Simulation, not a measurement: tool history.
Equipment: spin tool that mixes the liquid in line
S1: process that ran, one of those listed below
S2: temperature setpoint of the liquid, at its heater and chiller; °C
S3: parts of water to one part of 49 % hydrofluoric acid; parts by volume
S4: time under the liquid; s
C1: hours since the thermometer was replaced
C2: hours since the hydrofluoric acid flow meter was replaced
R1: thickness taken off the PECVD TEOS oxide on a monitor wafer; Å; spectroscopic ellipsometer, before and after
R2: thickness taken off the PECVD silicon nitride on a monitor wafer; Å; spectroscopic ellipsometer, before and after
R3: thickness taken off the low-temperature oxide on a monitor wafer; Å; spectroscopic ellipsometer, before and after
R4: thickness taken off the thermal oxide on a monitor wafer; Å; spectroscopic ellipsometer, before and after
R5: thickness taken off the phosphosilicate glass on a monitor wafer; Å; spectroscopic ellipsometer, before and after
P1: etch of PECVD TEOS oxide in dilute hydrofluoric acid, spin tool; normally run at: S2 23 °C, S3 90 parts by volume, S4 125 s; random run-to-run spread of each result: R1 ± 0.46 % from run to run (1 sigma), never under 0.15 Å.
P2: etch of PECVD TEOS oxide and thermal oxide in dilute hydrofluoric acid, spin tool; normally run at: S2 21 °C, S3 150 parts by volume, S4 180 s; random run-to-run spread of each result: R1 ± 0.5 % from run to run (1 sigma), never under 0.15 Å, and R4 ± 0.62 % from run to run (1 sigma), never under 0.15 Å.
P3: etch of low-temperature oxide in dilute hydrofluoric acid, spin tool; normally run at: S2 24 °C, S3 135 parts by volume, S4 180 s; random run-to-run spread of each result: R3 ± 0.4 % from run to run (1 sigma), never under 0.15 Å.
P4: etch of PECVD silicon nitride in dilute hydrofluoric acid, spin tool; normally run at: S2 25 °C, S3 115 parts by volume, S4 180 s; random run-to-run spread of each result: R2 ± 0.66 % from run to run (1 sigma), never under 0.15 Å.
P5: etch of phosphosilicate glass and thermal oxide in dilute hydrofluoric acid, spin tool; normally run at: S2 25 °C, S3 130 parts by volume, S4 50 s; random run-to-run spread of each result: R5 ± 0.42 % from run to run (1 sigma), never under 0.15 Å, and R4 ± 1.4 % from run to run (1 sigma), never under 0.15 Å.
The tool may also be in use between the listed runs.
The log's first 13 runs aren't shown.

run	hour	S1	S2	S3	S4	C1	C2	R1	R2	R3	R4	R5
14	176.6	P1	23	90	225	124.7	890.3	408.49				
15	184.9	P1	23	30	125	133	898.6	737.62				
16	194.5	P1	23	90	125	142.6	908.2	226.8				
17	208.5	P5	25	130	50	156.6	922.2				18.335	312.97
18	225	P5	25	180	50	173.1	938.7				12.498	213.68
19	234.2	P1	23	90	125	182.3	947.9	229.55				
# hour 242.7: hydrofluoric acid flow meter replaced
20	243.2	P2	21	150	180	191.3	0.6	169.32			48.526	
21	256.6	P3	24	135	180	204.7	14			357.05		
22	264.4	P2	21	270	180	212.5	21.8	84.138			24.242	
23	274.1	P2	21	150	180	222.2	31.5	170			48.57	
24	281.9	P1	18.5	90	125	230	39.3	188.53				
25	292.6	P4	17.5	115	180	240.7	50		27.279			
26	304.3	P3	24	135	180	252.4	61.7			357.54		
27	314.8	P1	23	90	125	262.9	72.2	227.4				
28	327.6	P1	23	160	125	275.7	85	117.97				
29	338.2	P3	24	135	275	286.3	95.6			545.85		
30	349.3	P4	25	115	180	297.4	106.7		45.987			
31	364.2	P4	25	65	180	312.3	121.6		81.176			
32	378.1	P4	25	115	25	326.2	135.5		6.4455			
33	386.1	P5	30	130	50	334.2	143.5				22.008	375.4
34	394.3	P5	25	130	50	342.4	151.7				18.49	313.21
35	407.4	P1	23	90	125	355.5	164.8	227.16				
36	418.8	P1	23	90	125	366.9	176.2	238.88				
37	430.8	P1	23	90	125	378.9	188.2	243.54				

Estimate the outcome of run 38 from the log above:
38	438.3	P1	23	90	125	386.4	195.7	?				

{"run 38": {"R1": 243.85}}
